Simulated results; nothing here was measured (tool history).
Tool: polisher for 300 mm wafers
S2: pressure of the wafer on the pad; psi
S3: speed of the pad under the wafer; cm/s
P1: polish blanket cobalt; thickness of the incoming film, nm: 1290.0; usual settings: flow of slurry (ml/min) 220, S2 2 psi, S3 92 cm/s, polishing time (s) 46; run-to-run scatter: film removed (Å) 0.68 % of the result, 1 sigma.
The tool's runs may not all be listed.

run 1 day=0.179 | flow_of_slurry_(ml/min)=220 S2=2 S3=92 polishing_time_(s)=46 | film_removed_(Å)=2521.8
run 2 day=0.346 | flow_of_slurry_(ml/min)=220 S2=2.5 S3=92 polishing_time_(s)=30 | film_removed_(Å)=2056.6
run 3 day=0.646 | flow_of_slurry_(ml/min)=220 S2=2 S3=92 polishing_time_(s)=63 | film_removed_(Å)=3475.8
run 4 day=0.9 | flow_of_slurry_(ml/min)=135 S2=2 S3=92 polishing_time_(s)=46 | film_removed_(Å)=2339.8
run 5 day=1.138 | flow_of_slurry_(ml/min)=285 S2=2 S3=58 polishing_time_(s)=46 | film_removed_(Å)=1650.2
run 6 day=1.358 | flow_of_slurry_(ml/min)=220 S2=0.9 S3=92 polishing_time_(s)=46 | film_removed_(Å)=1148.9
run 7 day=1.646 | flow_of_slurry_(ml/min)=220 S2=2.9 S3=92 polishing_time_(s)=46 | film_removed_(Å)=3694.8
run 8 day=1.925 | flow_of_slurry_(ml/min)=220 S2=2 S3=92 polishing_time_(s)=46 | film_removed_(Å)=2544.7
run 9 day=2.162 | flow_of_slurry_(ml/min)=220 S2=2 S3=92 polishing_time_(s)=46 | film_removed_(Å)=2553
run 10 day=2.417 | flow_of_slurry_(ml/min)=220 S2=2 S3=92 polishing_time_(s)=46 | film_removed_(Å)=2550.6
run 11 day=2.6 | flow_of_slurry_(ml/min)=220 S2=2 S3=134 polishing_time_(s)=46 | film_removed_(Å)=3721.3
run 12 day=2.796 | flow_of_slurry_(ml/min)=220 S2=2 S3=68 polishing_time_(s)=46 | film_removed_(Å)=1867.5
run 13 day=3.133 | flow_of_slurry_(ml/min)=145 S2=2 S3=92 polishing_time_(s)=60 | film_removed_(Å)=3132.9
run 14 day=3.338 | flow_of_slurry_(ml/min)=220 S2=2 S3=92 polishing_time_(s)=46 | film_removed_(Å)=2543.8
run 15 day=3.65 | flow_of_slurry_(ml/min)=220 S2=2 S3=92 polishing_time_(s)=21 | film_removed_(Å)=1157
run 16 day=3.912 | flow_of_slurry_(ml/min)=220 S2=2 S3=92 polishing_time_(s)=46 | film_removed_(Å)=2538.8
run 17 day=4.133 | flow_of_slurry_(ml/min)=295 S2=2 S3=92 polishing_time_(s)=46 | film_removed_(Å)=2614.6
run 18 day=4.45 | flow_of_slurry_(ml/min)=220 S2=2 S3=92 polishing_time_(s)=46 | film_removed_(Å)=2578.5
run 19 day=4.804 | flow_of_slurry_(ml/min)=220 S2=2 S3=92 polishing_time_(s)=46 | film_removed_(Å)=2479
run 20 day=5.121 | flow_of_slurry_(ml/min)=220 S2=2 S3=92 polishing_time_(s)=46 | film_removed_(Å)=2480.7
run 21 day=5.304 | flow_of_slurry_(ml/min)=220 S2=2 S3=92 polishing_time_(s)=46 | film_removed_(Å)=2433.2
run 22 day=5.508 | flow_of_slurry_(ml/min)=220 S2=2 S3=92 polishing_time_(s)=46 | film_removed_(Å)=2411.4
run 23 day=5.733 | flow_of_slurry_(ml/min)=220 S2=2 S3=92 polishing_time_(s)=46 | film_removed_(Å)=2381.7
run 24 day=6.046 | flow_of_slurry_(ml/min)=220 S2=2 S3=92 polishing_time_(s)=46 | film_removed_(Å)=2385.9
run 25 day=6.262 | flow_of_slurry_(ml/min)=220 S2=2 S3=92 polishing_time_(s)=46 | film_removed_(Å)=2387.2

Run 26 comes next. What will it give?
-- day=6.571 head pressure recalibrated
run 26 day=6.604 | flow_of_slurry_(ml/min)=220 S2=2 S3=92 polishing_time_(s)=46 | film_removed_(Å)=?

{"run 26": {"film removed (Å)": 2383.6}}
